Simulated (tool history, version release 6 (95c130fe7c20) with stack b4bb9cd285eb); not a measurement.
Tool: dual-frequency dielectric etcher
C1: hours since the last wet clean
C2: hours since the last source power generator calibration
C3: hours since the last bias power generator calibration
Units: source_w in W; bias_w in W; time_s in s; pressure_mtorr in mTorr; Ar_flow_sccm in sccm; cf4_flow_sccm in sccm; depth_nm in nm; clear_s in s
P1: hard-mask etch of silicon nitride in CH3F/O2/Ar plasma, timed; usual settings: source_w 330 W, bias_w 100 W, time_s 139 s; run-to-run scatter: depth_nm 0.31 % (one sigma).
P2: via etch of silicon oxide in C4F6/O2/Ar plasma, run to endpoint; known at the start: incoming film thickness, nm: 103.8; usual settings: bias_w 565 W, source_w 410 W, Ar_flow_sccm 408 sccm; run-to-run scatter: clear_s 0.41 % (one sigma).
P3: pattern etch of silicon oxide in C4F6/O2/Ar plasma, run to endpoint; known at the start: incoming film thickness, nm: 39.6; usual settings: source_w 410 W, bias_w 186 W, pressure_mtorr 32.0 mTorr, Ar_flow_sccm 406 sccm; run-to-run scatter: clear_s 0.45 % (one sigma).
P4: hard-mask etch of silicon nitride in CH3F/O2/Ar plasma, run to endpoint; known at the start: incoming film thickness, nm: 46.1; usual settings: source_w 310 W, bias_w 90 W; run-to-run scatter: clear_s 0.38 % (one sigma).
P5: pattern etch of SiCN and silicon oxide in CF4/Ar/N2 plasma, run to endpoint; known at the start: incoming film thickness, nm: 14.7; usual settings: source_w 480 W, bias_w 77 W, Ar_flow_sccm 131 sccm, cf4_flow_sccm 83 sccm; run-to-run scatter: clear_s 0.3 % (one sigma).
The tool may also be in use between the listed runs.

{"run": 1, "hour": 8.1, "process": "P1", "source_w": 330, "bias_w": 100, "time_s": 139, "C1": 239.6, "C2": 1572.5, "C3": 1291.0, "depth_nm": 103.05}
{"run": 2, "hour": 22.1, "process": "P4", "source_w": 310, "bias_w": 90, "C1": 253.6, "C2": 1586.5, "C3": 1305.0, "clear_s": 69.082}
{"run": 3, "hour": 33.0, "process": "P1", "source_w": 330, "bias_w": 67, "time_s": 139, "C1": 264.5, "C2": 1597.4, "C3": 1315.9, "depth_nm": 89.052}
{"run": 4, "hour": 44.2, "process": "P3", "source_w": 410, "bias_w": 186, "pressure_mtorr": 32.0, "Ar_flow_sccm": 406, "C1": 275.7, "C2": 1608.6, "C3": 1327.1, "clear_s": 12.611}
{"run": 5, "hour": 51.5, "process": "P3", "source_w": 410, "bias_w": 186, "pressure_mtorr": 25.5, "Ar_flow_sccm": 406, "C1": 283.0, "C2": 1615.9, "C3": 1334.4, "clear_s": 12.305}
{"run": 6, "hour": 60.7, "process": "P5", "source_w": 480, "bias_w": 77, "Ar_flow_sccm": 131, "cf4_flow_sccm": 83, "C1": 292.2, "C2": 1625.1, "C3": 1343.6, "clear_s": 16.199}
{"run": 7, "hour": 67.0, "process": "P1", "source_w": 420, "bias_w": 69, "time_s": 139, "C1": 298.5, "C2": 1631.4, "C3": 1349.9, "depth_nm": 98.851}
{"run": 8, "hour": 74.5, "process": "P1", "source_w": 330, "bias_w": 100, "time_s": 139, "C1": 306.0, "C2": 1638.9, "C3": 1357.4, "depth_nm": 102.94}
{"run": 9, "hour": 86.1, "process": "P4", "source_w": 310, "bias_w": 90, "C1": 317.6, "C2": 1650.5, "C3": 1369.0, "clear_s": 69.264}
{"run": 10, "hour": 98.0, "process": "P1", "source_w": 400, "bias_w": 100, "time_s": 139, "C1": 329.5, "C2": 1662.4, "C3": 1380.9, "depth_nm": 110.22}
{"run": 11, "hour": 104.3, "process": "P2", "source_w": 410, "bias_w": 565, "Ar_flow_sccm": 303, "C1": 335.8, "C2": 1668.7, "C3": 1387.2, "clear_s": 21.992}
{"run": 12, "hour": 111.0, "process": "P1", "source_w": 330, "bias_w": 100, "time_s": 139, "C1": 342.5, "C2": 1675.4, "C3": 1393.9, "depth_nm": 103.51}
{"run": 13, "hour": 121.9, "process": "P5", "source_w": 480, "bias_w": 77, "Ar_flow_sccm": 131, "cf4_flow_sccm": 109, "C1": 353.4, "C2": 1686.3, "C3": 1404.8, "clear_s": 15.701}
{"run": 14, "hour": 128.1, "process": "P1", "source_w": 330, "bias_w": 79, "time_s": 92, "C1": 359.6, "C2": 1692.5, "C3": 1411.0, "depth_nm": 62.7}
{"run": 15, "hour": 135.0, "process": "P5", "source_w": 370, "bias_w": 77, "Ar_flow_sccm": 131, "cf4_flow_sccm": 83, "C1": 366.5, "C2": 1699.4, "C3": 1417.9, "clear_s": 20.386}
{"run": 16, "hour": 144.3, "process": "P2", "source_w": 410, "bias_w": 565, "Ar_flow_sccm": 408, "C1": 375.8, "C2": 1708.7, "C3": 1427.2, "clear_s": 22.729}
{"run": 17, "hour": 156.6, "process": "P3", "source_w": 410, "bias_w": 186, "pressure_mtorr": 32.0, "Ar_flow_sccm": 315, "C1": 388.1, "C2": 1721.0, "C3": 1439.5, "clear_s": 12.265}
{"run": 18, "hour": 168.6, "process": "P1", "source_w": 330, "bias_w": 100, "time_s": 139, "C1": 400.1, "C2": 1733.0, "C3": 1451.5, "depth_nm": 103.6}
{"run": 19, "hour": 179.5, "process": "P1", "source_w": 330, "bias_w": 100, "time_s": 139, "C1": 411.0, "C2": 1743.9, "C3": 1462.4, "depth_nm": 103.59}
{"run": 20, "hour": 188.3, "process": "P2", "source_w": 540, "bias_w": 565, "Ar_flow_sccm": 408, "C1": 419.8, "C2": 1752.7, "C3": 1471.2, "clear_s": 20.649}
{"run": 21, "hour": 198.6, "process": "P1", "source_w": 330, "bias_w": 100, "time_s": 139, "C1": 430.1, "C2": 1763.0, "C3": 1481.5, "depth_nm": 103.05}
{"run": 22, "hour": 210.9, "process": "P1", "source_w": 330, "bias_w": 137, "time_s": 139, "C1": 442.4, "C2": 1775.3, "C3": 1493.8, "depth_nm": 116.43}
{"run": 23, "hour": 223.0, "process": "P2", "source_w": 410, "bias_w": 343, "Ar_flow_sccm": 408, "C1": 454.5, "C2": 1787.4, "C3": 1505.9, "clear_s": 27.012}
{"run": 24, "hour": 236.6, "process": "P1", "source_w": 220, "bias_w": 100, "time_s": 139, "C1": 468.1, "C2": 1801.0, "C3": 1519.5, "depth_nm": 88.706}

The next listed run, before its measurement:
{"run": 25, "hour": 249.2, "process": "P3", "source_w": 410, "bias_w": 186, "pressure_mtorr": 32.0, "Ar_flow_sccm": 406, "C1": 480.7, "C2": 1813.6, "C3": 1532.1, "clear_s": "?"}

Run 25 gave clear_s 12.602 s.
